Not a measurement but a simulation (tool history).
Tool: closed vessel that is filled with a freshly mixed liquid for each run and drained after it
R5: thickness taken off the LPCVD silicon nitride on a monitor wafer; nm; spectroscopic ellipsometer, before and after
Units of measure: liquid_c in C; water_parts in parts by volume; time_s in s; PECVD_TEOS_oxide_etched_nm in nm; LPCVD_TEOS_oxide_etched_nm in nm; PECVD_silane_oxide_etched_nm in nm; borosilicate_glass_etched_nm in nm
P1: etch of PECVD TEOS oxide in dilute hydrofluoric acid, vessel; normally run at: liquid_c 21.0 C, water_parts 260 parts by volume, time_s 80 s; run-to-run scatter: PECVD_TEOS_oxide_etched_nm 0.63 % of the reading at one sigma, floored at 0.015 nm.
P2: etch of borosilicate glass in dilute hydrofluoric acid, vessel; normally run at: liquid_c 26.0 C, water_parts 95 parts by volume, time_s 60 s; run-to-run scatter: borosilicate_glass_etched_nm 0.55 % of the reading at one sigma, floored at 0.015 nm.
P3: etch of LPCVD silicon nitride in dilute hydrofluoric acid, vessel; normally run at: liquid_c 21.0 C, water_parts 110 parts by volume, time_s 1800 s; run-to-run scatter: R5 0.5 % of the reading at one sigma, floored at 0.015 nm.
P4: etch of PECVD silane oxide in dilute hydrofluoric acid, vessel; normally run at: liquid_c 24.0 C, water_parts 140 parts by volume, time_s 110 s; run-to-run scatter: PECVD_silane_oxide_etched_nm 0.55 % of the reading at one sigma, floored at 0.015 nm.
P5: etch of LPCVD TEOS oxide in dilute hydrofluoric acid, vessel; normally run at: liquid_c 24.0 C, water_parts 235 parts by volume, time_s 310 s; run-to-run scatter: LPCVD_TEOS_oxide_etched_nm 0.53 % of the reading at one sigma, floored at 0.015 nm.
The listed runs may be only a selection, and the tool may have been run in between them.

Run 1, day 0.188: process P1, liquid_c 21.0 C, water_parts 260 parts by volume, time_s 80 s. Result: PECVD_TEOS_oxide_etched_nm 4.8894 nm.
Run 2, day 0.383: process P1, liquid_c 17.0 C, water_parts 430 parts by volume, time_s 80 s. Result: PECVD_TEOS_oxide_etched_nm 2.2065 nm.
Run 3, day 0.562: process P5, liquid_c 24.0 C, water_parts 390 parts by volume, time_s 310 s. Result: LPCVD_TEOS_oxide_etched_nm 18.624 nm.
Run 4, day 0.725: process P4, liquid_c 24.0 C, water_parts 70 parts by volume, time_s 110 s. Result: PECVD_silane_oxide_etched_nm 48.997 nm.
Run 5, day 0.846: process P1, liquid_c 17.0 C, water_parts 260 parts by volume, time_s 80 s. Result: PECVD_TEOS_oxide_etched_nm 4.2950 nm.
Run 6, day 1.000: process P5, liquid_c 24.0 C, water_parts 235 parts by volume, time_s 310 s. Result: LPCVD_TEOS_oxide_etched_nm 36.027 nm.
Run 7, day 1.154: process P4, liquid_c 32.0 C, water_parts 140 parts by volume, time_s 110 s. Result: PECVD_silane_oxide_etched_nm 30.167 nm.
Run 8, day 1.275: process P1, liquid_c 17.0 C, water_parts 445 parts by volume, time_s 80 s. Result: PECVD_TEOS_oxide_etched_nm 2.1252 nm.
Run 9, day 1.367: process P1, liquid_c 21.0 C, water_parts 260 parts by volume, time_s 80 s. Result: PECVD_TEOS_oxide_etched_nm 4.9177 nm.
At day 1.500: thermometer replaced.
Run 10, day 1.538: process P2, liquid_c 26.0 C, water_parts 95 parts by volume, time_s 60 s. Result: borosilicate_glass_etched_nm 23.400 nm.
Run 11, day 1.629: process P2, liquid_c 26.0 C, water_parts 95 parts by volume, time_s 60 s. Result: borosilicate_glass_etched_nm 23.580 nm.
Run 12, day 1.767: process P5, liquid_c 24.0 C, water_parts 235 parts by volume, time_s 520 s. Result: LPCVD_TEOS_oxide_etched_nm 60.451 nm.
Run 13, day 1.954: process P1, liquid_c 21.0 C, water_parts 140 parts by volume, time_s 80 s. Result: PECVD_TEOS_oxide_etched_nm 10.1530 nm.
Run 14, day 2.142: process P1, liquid_c 21.0 C, water_parts 260 parts by volume, time_s 80 s. Result: PECVD_TEOS_oxide_etched_nm 4.8911 nm.
Run 15, day 2.246: process P2, liquid_c 26.0 C, water_parts 95 parts by volume, time_s 100 s. Result: borosilicate_glass_etched_nm 39.145 nm.
Run 16, day 2.429: process P2, liquid_c 21.0 C, water_parts 95 parts by volume, time_s 60 s. Result: borosilicate_glass_etched_nm 19.111 nm.
Run 17, day 2.529: process P3, liquid_c 25.5 C, water_parts 110 parts by volume, time_s 1800 s. Result: R5 8.3971 nm.
Run 18, day 2.642: process P4, liquid_c 24.0 C, water_parts 140 parts by volume, time_s 110 s. Result: PECVD_silane_oxide_etched_nm 22.157 nm.
Run 19, day 2.729: process P4, liquid_c 24.0 C, water_parts 140 parts by volume, time_s 110 s. Result: PECVD_silane_oxide_etched_nm 22.350 nm.
At day 2.796: hydrofluoric acid flow meter replaced.
Run 20, day 2.900: process P1, liquid_c 21.0 C, water_parts 260 parts by volume, time_s 80 s. Result: PECVD_TEOS_oxide_etched_nm 4.9151 nm.
Run 21, day 3.004: process P1, liquid_c 28.0 C, water_parts 260 parts by volume, time_s 80 s. Result: PECVD_TEOS_oxide_etched_nm 6.3007 nm.
Run 22, day 3.133: process P1, liquid_c 21.0 C, water_parts 260 parts by volume, time_s 160 s. Result: PECVD_TEOS_oxide_etched_nm 9.8743 nm.
Run 23, day 3.229: process P2, liquid_c 26.0 C, water_parts 140 parts by volume, time_s 60 s. Result: borosilicate_glass_etched_nm 14.882 nm.
Run 24, day 3.362: process P1, liquid_c 21.0 C, water_parts 260 parts by volume, time_s 30 s. Result: PECVD_TEOS_oxide_etched_nm 1.8567 nm.
Run 25, day 3.538: process P1, liquid_c 21.0 C, water_parts 55 parts by volume, time_s 120 s. Result: PECVD_TEOS_oxide_etched_nm 42.9650 nm.
Run 26, day 3.721: process P1, liquid_c 21.0 C, water_parts 260 parts by volume, time_s 80 s. Result: PECVD_TEOS_oxide_etched_nm 4.9251 nm.
Run 27, day 3.850: process P3, liquid_c 21.0 C, water_parts 50 parts by volume, time_s 1800 s. Result: R5 13.4770 nm.
Run 28, day 4.021: process P3, liquid_c 21.0 C, water_parts 110 parts by volume, time_s 915 s. Result: R5 3.1423 nm.
Run 29, day 4.200: process P1, liquid_c 21.0 C, water_parts 440 parts by volume, time_s 80 s. Result: PECVD_TEOS_oxide_etched_nm 2.4829 nm.
Run 30, day 4.300: process P3, liquid_c 21.0 C, water_parts 110 parts by volume, time_s 1800 s. Result: R5 6.3429 nm.
Run 31, day 4.429: process P4, liquid_c 24.0 C, water_parts 140 parts by volume, time_s 215 s. Result: PECVD_silane_oxide_etched_nm 43.715 nm.
Run 32, day 4.608: process P5, liquid_c 20.0 C, water_parts 235 parts by volume, time_s 310 s. Result: LPCVD_TEOS_oxide_etched_nm 31.069 nm.
Run 33, day 4.717: process P1, liquid_c 21.0 C, water_parts 260 parts by volume, time_s 80 s. Result: PECVD_TEOS_oxide_etched_nm 4.8816 nm.
Run 34, day 4.817: process P1, liquid_c 21.0 C, water_parts 260 parts by volume, time_s 80 s. Result: PECVD_TEOS_oxide_etched_nm 4.7363 nm.
Run 35, day 4.933: process P1, liquid_c 21.0 C, water_parts 260 parts by volume, time_s 80 s. Result: PECVD_TEOS_oxide_etched_nm 4.7075 nm.
Run 36, day 5.067: process P1, liquid_c 21.0 C, water_parts 260 parts by volume, time_s 80 s. Result: PECVD_TEOS_oxide_etched_nm 4.6512 nm.
Run 37, day 5.179: process P1, liquid_c 21.0 C, water_parts 260 parts by volume, time_s 80 s. Result: PECVD_TEOS_oxide_etched_nm 4.6025 nm.
Run 38, day 5.271: process P1, liquid_c 21.0 C, water_parts 260 parts by volume, time_s 80 s. Result: PECVD_TEOS_oxide_etched_nm 4.5454 nm.
Run 39, day 5.408: process P1, liquid_c 21.0 C, water_parts 260 parts by volume, time_s 80 s. Result: PECVD_TEOS_oxide_etched_nm 4.5640 nm.
Run 40, day 5.500: process P1, liquid_c 21.0 C, water_parts 260 parts by volume, time_s 80 s. Result: PECVD_TEOS_oxide_etched_nm 4.5931 nm.
Run 41, day 5.600: process P1, liquid_c 21.0 C, water_parts 260 parts by volume, time_s 80 s. Result: PECVD_TEOS_oxide_etched_nm 4.5383 nm.
Run 42, day 5.783: process P1, liquid_c 21.0 C, water_parts 260 parts by volume, time_s 80 s. Result: PECVD_TEOS_oxide_etched_nm 4.4671 nm.

The log shows P1 creeping away from where it was. Any of the 2 causes listed here, at the size stated for it, fits the log just as well as the others:
A: hydrofluoric acid flow below the setpoint (%) = 5.41
B: liquid colder than its thermometer reads (K) = 1.87
The creep began at about day 4.717.

Consider the 4 single-wafer check runs listed below, results given as question marks: which one distinguishes between the causes by giving clearly different results for each?
Run check 1, day 5.967: process P5, liquid_c 24.0 C, water_parts 235 parts by volume, time_s 310 s. Result: LPCVD_TEOS_oxide_etched_nm ?.
Run check 2, day 5.967: process P3, liquid_c 21.0 C, water_parts 110 parts by volume, time_s 1800 s. Result: R5 ?.
Run check 3, day 5.967: process P2, liquid_c 26.0 C, water_parts 95 parts by volume, time_s 60 s. Result: borosilicate_glass_etched_nm ?.
Run check 4, day 5.967: process P4, liquid_c 24.0 C, water_parts 140 parts by volume, time_s 110 s. Result: PECVD_silane_oxide_etched_nm ?.

What each check would give under each cause:
  check                        result    if A    if B
check 1    LPCVD_TEOS_oxide_etched_nm  33.523  33.561
check 2                            R5  5.9480  5.5330
check 3  borosilicate_glass_etched_nm  22.036  21.794
check 4  PECVD_silane_oxide_etched_nm  21.003  20.840
Distance between the nearest two causes, measured in the result of the check that separates them most: check 1 0.11 %; check 2 7.23 %; check 3 1.1 %; check 4 0.78 %
Check 2 tells the causes apart: in the others they would give nearly the same result.

Here is what check 2 returned: R5 5.9375 nm. Which cause is it?

The cause is A: hydrofluoric acid flow below the setpoint (%).

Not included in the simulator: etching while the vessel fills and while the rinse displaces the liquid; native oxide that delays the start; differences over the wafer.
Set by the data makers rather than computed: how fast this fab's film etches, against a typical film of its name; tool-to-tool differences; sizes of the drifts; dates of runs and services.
